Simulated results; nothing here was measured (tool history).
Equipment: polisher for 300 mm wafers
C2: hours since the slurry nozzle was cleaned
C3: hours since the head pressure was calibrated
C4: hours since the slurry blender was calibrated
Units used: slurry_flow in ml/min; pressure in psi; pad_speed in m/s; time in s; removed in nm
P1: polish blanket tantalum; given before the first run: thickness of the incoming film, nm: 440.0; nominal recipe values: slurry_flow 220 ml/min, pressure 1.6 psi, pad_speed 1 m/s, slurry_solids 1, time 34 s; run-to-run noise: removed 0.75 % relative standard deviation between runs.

run 1 hour=8 | slurry_flow=220 pressure=1.6 pad_speed=1 slurry_solids=1 time=34 | wafers_polished_on_this_pad=752 C2=178.2 C3=968.4 C4=244.7 | removed=41.975
run 2 hour=18.9 | slurry_flow=220 pressure=1.6 pad_speed=1 slurry_solids=1 time=34 | wafers_polished_on_this_pad=836 C2=189.1 C3=979.3 C4=255.6 | removed=41.716
run 3 hour=27.8 | slurry_flow=220 pressure=0.9 pad_speed=1.34 slurry_solids=1 time=34 | wafers_polished_on_this_pad=905 C2=198 C3=988.2 C4=264.5 | removed=31.626
run 4 hour=37.5 | slurry_flow=220 pressure=1.6 pad_speed=1 slurry_solids=1 time=49 | wafers_polished_on_this_pad=979 C2=207.7 C3=997.9 C4=274.2 | removed=59.898
run 5 hour=45.5 | slurry_flow=220 pressure=1.6 pad_speed=1 slurry_solids=1.45 time=34 | wafers_polished_on_this_pad=1041 C2=215.7 C3=1005.9 C4=282.2 | removed=45.855
run 6 hour=57.4 | slurry_flow=220 pressure=1.6 pad_speed=1 slurry_solids=1 time=15 | wafers_polished_on_this_pad=1133 C2=227.6 C3=1017.8 C4=294.1 | removed=18.577
run 7 hour=69.1 | slurry_flow=220 pressure=1.6 pad_speed=1 slurry_solids=1 time=34 | wafers_polished_on_this_pad=1223 C2=239.3 C3=1029.5 C4=305.8 | removed=42.391
run 8 hour=79 | slurry_flow=220 pressure=1.6 pad_speed=1 slurry_solids=1 time=34 | wafers_polished_on_this_pad=1300 C2=249.2 C3=1039.4 C4=315.7 | removed=42.144
run 9 hour=87.6 | slurry_flow=220 pressure=1.6 pad_speed=1.42 slurry_solids=1 time=47 | wafers_polished_on_this_pad=1366 C2=257.8 C3=1048 C4=324.3 | removed=82.723
-- hour=94.3 slurry blender recalibrated
run 10 hour=94.7 | slurry_flow=220 pressure=1.6 pad_speed=0.66 slurry_solids=1 time=34 | wafers_polished_on_this_pad=1421 C2=264.9 C3=1055.1 C4=0.5 | removed=27.534
run 11 hour=107.9 | slurry_flow=220 pressure=1.6 pad_speed=1 slurry_solids=1 time=34 | wafers_polished_on_this_pad=1522 C2=278.1 C3=1068.3 C4=13.7 | removed=42.113
run 12 hour=119 | slurry_flow=220 pressure=2.4 pad_speed=1 slurry_solids=1 time=34 | wafers_polished_on_this_pad=1608 C2=289.2 C3=1079.4 C4=24.8 | removed=62.355
run 13 hour=130.2 | slurry_flow=220 pressure=0.8 pad_speed=1 slurry_solids=1 time=34 | wafers_polished_on_this_pad=1694 C2=300.4 C3=1090.6 C4=36 | removed=20.892
run 14 hour=141 | slurry_flow=220 pressure=1.6 pad_speed=1 slurry_solids=0.55 time=34 | wafers_polished_on_this_pad=1778 C2=311.2 C3=1101.4 C4=46.8 | removed=34.164
run 15 hour=152.7 | slurry_flow=220 pressure=1.6 pad_speed=1 slurry_solids=1 time=34 | wafers_polished_on_this_pad=1868 C2=322.9 C3=1113.1 C4=58.5 | removed=41.57
run 16 hour=158.9 | slurry_flow=220 pressure=1.6 pad_speed=1 slurry_solids=1 time=34 | wafers_polished_on_this_pad=1916 C2=329.1 C3=1119.3 C4=64.7 | removed=41.519
run 17 hour=169.1 | slurry_flow=130 pressure=1.6 pad_speed=1 slurry_solids=1 time=34 | wafers_polished_on_this_pad=1995 C2=339.3 C3=1129.5 C4=74.9 | removed=38.6
run 18 hour=183.1 | slurry_flow=340 pressure=1.6 pad_speed=1 slurry_solids=1 time=34 | wafers_polished_on_this_pad=2103 C2=353.3 C3=1143.5 C4=88.9 | removed=43.436
run 19 hour=193.6 | slurry_flow=305 pressure=1 pad_speed=1 slurry_solids=1 time=34 | wafers_polished_on_this_pad=2184 C2=363.8 C3=1154 C4=99.4 | removed=27.009
run 20 hour=207 | slurry_flow=220 pressure=1.6 pad_speed=1.48 slurry_solids=1 time=34 | wafers_polished_on_this_pad=2287 C2=377.2 C3=1167.4 C4=112.8 | removed=61.86
run 21 hour=218.2 | slurry_flow=220 pressure=1.6 pad_speed=1 slurry_solids=1 time=34 | wafers_polished_on_this_pad=2373 C2=388.4 C3=1178.6 C4=124 | removed=41.765
run 22 hour=231.6 | slurry_flow=220 pressure=1.6 pad_speed=1 slurry_solids=1 time=34 | wafers_polished_on_this_pad=2477 C2=401.8 C3=1192 C4=137.4 | removed=39.727
-- hour=245.1 head pressure recalibrated
run 23 hour=245.1 | slurry_flow=220 pressure=1.6 pad_speed=1 slurry_solids=1 time=34 | wafers_polished_on_this_pad=2581 C2=415.3 C3=0 C4=150.9 | removed=39.196
-- hour=250.9 slurry nozzle cleaned
run 24 hour=251.3 | slurry_flow=220 pressure=1.6 pad_speed=1 slurry_solids=1 time=34 | wafers_polished_on_this_pad=2629 C2=0.5 C3=6.2 C4=157.1 | removed=38.616
run 25 hour=265.1 | slurry_flow=220 pressure=1.6 pad_speed=1 slurry_solids=1 time=34 | wafers_polished_on_this_pad=2735 C2=14.3 C3=20 C4=170.9 | removed=38.245
run 26 hour=271.7 | slurry_flow=220 pressure=1.6 pad_speed=1 slurry_solids=1 time=34 | wafers_polished_on_this_pad=2786 C2=20.9 C3=26.6 C4=177.5 | removed=37.954
run 27 hour=282.9 | slurry_flow=220 pressure=1.6 pad_speed=1 slurry_solids=1 time=34 | wafers_polished_on_this_pad=2872 C2=32.1 C3=37.8 C4=188.7 | removed=37.127
run 28 hour=293.1 | slurry_flow=220 pressure=1.6 pad_speed=1 slurry_solids=1 time=34 | wafers_polished_on_this_pad=2951 C2=42.3 C3=48 C4=198.9 | removed=37.784

The log shows P1 creeping away from where it was. Any of the 2 causes listed here, at the size stated for it, fits the log just as well as the others:
A: abrasive missing from the slurry, % = 27.7
B: removal rate lost through wear of the pad, % = 9.87
The process output started creeping at around hour 218.2.
Excluded causes, each with its reason:
slurry flow missing at the pad, %: was serviced at hour 250.9, once the creep was under way, yet the earlier output never came back
head's pressure below its setpoint, %: was serviced at hour 245.1, once the creep was under way, yet the earlier output never came back

Consider the 4 check runs below, whose results appear as question marks and each of which averages 3 wafers. Which one distinguishes the causes, in that each cause would give it a clearly different result?
run check 1 hour=303.3 | slurry_flow=130 pressure=2.4 pad_speed=1 slurry_solids=1 time=34 | removed=?
run check 2 hour=303.3 | slurry_flow=220 pressure=1.6 pad_speed=1.48 slurry_solids=0.65 time=34 | removed=?
run check 3 hour=303.3 | slurry_flow=290 pressure=1.6 pad_speed=1 slurry_solids=1 time=15 | removed=?
run check 4 hour=303.3 | slurry_flow=220 pressure=0.9 pad_speed=1 slurry_solids=1 time=15 | removed=?

How each check would come out, cause by cause:
check=check_1 result=removed if_A=52.207 if_B=52.205
check=check_2 result=removed if_A=46.899 if_B=48.44
check=check_3 result=removed if_A=17.155 if_B=17.154
check=check_4 result=removed if_A=9.3721 if_B=9.3718
Minimum pairwise separation of causes per check, each pair taken at its best-separating result: check 1 0 %; check 2 3.23 %; check 3 0 %; check 4 0 %
The other checks would show nearly matching results whichever cause is true, so check 2 is the only one that separates the causes.

With check 2 done, the readings were: removed 46.766 nm. Identify which of the listed causes applies.

It was cause A: abrasive missing from the slurry, %.
